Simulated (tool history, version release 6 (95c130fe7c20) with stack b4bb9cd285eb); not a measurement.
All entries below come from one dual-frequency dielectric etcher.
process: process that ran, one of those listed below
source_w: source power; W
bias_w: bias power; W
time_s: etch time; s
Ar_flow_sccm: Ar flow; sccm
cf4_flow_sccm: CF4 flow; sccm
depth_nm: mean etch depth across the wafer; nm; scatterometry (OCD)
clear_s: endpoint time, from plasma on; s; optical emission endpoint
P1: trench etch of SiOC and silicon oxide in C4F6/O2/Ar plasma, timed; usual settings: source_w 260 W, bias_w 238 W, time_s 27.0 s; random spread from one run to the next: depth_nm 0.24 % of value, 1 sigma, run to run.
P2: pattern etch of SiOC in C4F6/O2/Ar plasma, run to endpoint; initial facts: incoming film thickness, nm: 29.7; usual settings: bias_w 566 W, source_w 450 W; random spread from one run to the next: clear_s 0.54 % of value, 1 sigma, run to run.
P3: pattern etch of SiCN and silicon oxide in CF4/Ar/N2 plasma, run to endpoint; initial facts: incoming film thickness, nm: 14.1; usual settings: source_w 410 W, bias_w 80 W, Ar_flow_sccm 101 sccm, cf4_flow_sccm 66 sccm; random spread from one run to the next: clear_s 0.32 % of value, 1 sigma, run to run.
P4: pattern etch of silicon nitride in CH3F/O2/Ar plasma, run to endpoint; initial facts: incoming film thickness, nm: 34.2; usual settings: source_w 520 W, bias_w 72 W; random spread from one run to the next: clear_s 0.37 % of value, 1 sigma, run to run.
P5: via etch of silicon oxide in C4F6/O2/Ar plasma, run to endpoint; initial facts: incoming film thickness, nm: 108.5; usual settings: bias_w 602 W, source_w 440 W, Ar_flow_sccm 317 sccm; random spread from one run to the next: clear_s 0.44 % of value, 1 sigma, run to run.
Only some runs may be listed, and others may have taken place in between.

run,hour,process,source_w,bias_w,time_s,Ar_flow_sccm,cf4_flow_sccm,hours since the last wet clean,hours since the last source power generator calibration,hours since the last bias power generator calibration,depth_nm,clear_s
1,14.7,P1,260,238,27.0,,,90.4,1259.0,1539.1,49.097,
2,31.6,P1,360,238,27.0,,,107.3,1275.9,1556.0,56.104,
3,40.9,P3,410,80,,101,80,116.6,1285.2,1565.3,,16.5530
4,53.5,P5,440,602,,317,,129.2,1297.8,1577.9,,22.1080
5,66.9,P4,520,72,,,,142.6,1311.2,1591.3,,45.2230
6,83.3,P3,410,49,,101,66,159.0,1327.6,1607.7,,19.9260
7,93.9,P3,530,80,,101,66,169.6,1338.2,1618.3,,13.5930
8,103.0,P1,260,238,21.0,,,178.7,1347.3,1627.4,38.355,
9,114.1,P4,400,72,,,,189.8,1358.4,1638.5,,50.4460
10,129.1,P4,520,101,,,,204.8,1373.4,1653.5,,40.2700
11,140.9,P1,260,238,27.0,,,216.6,1385.2,1665.3,49.457,
12,158.5,P1,260,238,27.0,,,234.2,1402.8,1682.9,49.278,
13,168.7,P2,450,566,,,,244.4,1413.0,1693.1,,8.9841
14,187.3,P1,260,238,37.0,,,263.0,1431.6,1711.7,67.438,
15,199.5,P2,610,566,,,,275.2,1443.8,1723.9,,7.9795
16,210.0,P1,200,238,18.5,,,285.7,1454.3,1734.4,30.545,
17,218.6,P1,170,238,27.0,,,294.3,1462.9,1743.0,42.077,
18,234.7,P1,260,238,27.0,,,310.4,1479.0,1759.1,49.742,
19,246.7,P2,450,566,,,,322.4,1491.0,1771.1,,9.0533
20,260.6,P2,450,760,,,,336.3,1504.9,1785.0,,7.9695
21,271.4,P1,260,182,27.0,,,347.1,1515.7,1795.8,45.186,
22,284.9,P1,260,238,27.0,,,360.6,1529.2,1809.3,49.513,
23,293.1,P3,410,80,,138,66,368.8,1537.4,1817.5,,17.8510
24,307.1,P5,330,602,,317,,382.8,1551.4,1831.5,,24.3790
25,318.1,P1,260,296,27.0,,,393.8,1562.4,1842.5,53.387,
26,327.1,P5,440,602,,436,,402.8,1571.4,1851.5,,23.1380
27,341.9,P4,520,72,,,,417.6,1586.2,1866.3,,45.7640
28,359.8,P5,440,421,,317,,435.5,1604.1,1884.2,,25.3550
29,368.1,P3,410,80,,101,66,443.8,1612.4,1892.5,,16.9160
30,386.9,P1,260,238,27.0,,,462.6,1631.2,1911.3,49.325,
31,402.0,P1,260,238,27.0,,,477.7,1646.3,1926.4,49.153,
32,416.9,P1,260,238,27.0,,,492.6,1661.2,1941.3,48.908,
33,427.0,P1,260,238,27.0,,,502.7,1671.3,1951.4,48.791,
34,438.1,P1,260,238,27.0,,,513.8,1682.4,1962.5,48.914,
# hour 450.0: wet clean of the chamber
35,454.2,P1,260,238,27.0,,,4.3,1698.5,1978.6,48.805,
36,468.6,P1,260,238,27.0,,,18.7,1712.9,1993.0,48.636,
37,484.6,P1,260,238,27.0,,,34.7,1728.9,2009.0,48.526,
38,501.1,P1,260,238,27.0,,,51.2,1745.4,2025.5,48.612,

What P1 gives has crept off from where it sat before. The 2 causes that follow fit the log equally well, each at the size noted:
A: bias power that arrives under what is set, % = 4.1
B: source power that arrives under what is set, % = 3.71
The gradual shift began around hour 386.9.
Why every other cause is out:
chamber walls in a state that lowers the etch rate, %: serviced at hour 450.0, after the drift had started, without restoring the earlier output

Each of the check runs listed below is run on 2 wafers and reports their average, with the results left as question marks. Pick the one under which the possible causes would lead to clearly different results.
check 1,517.6,P2,570,566,,,,,,,,?
check 2,517.6,P4,520,95,,,,,,,,?
check 3,517.6,P5,440,487,,405,,,,,,?
check 4,517.6,P3,410,49,,101,66,,,,,?

Outcome of each check run for each possible cause:
check,result,if A,if B
check 1,clear_s,8.3656,8.3519
check 2,clear_s,41.9480,41.9190
check 3,clear_s,25.0230,24.9860
check 4,clear_s,20.2830,20.7040
Per check, the gap between the least separated pair of causes, taken in the result that splits them most: check 1 0.16 %; check 2 0.07 %; check 3 0.15 %; check 4 2.06 %
Check 4 tells the causes apart: in the others they would give nearly the same result.

The results of check 4 are: clear_s 20.2110 s. Based on these, which of the listed causes is it?

A is the cause: bias power that arrives under what is set, %.
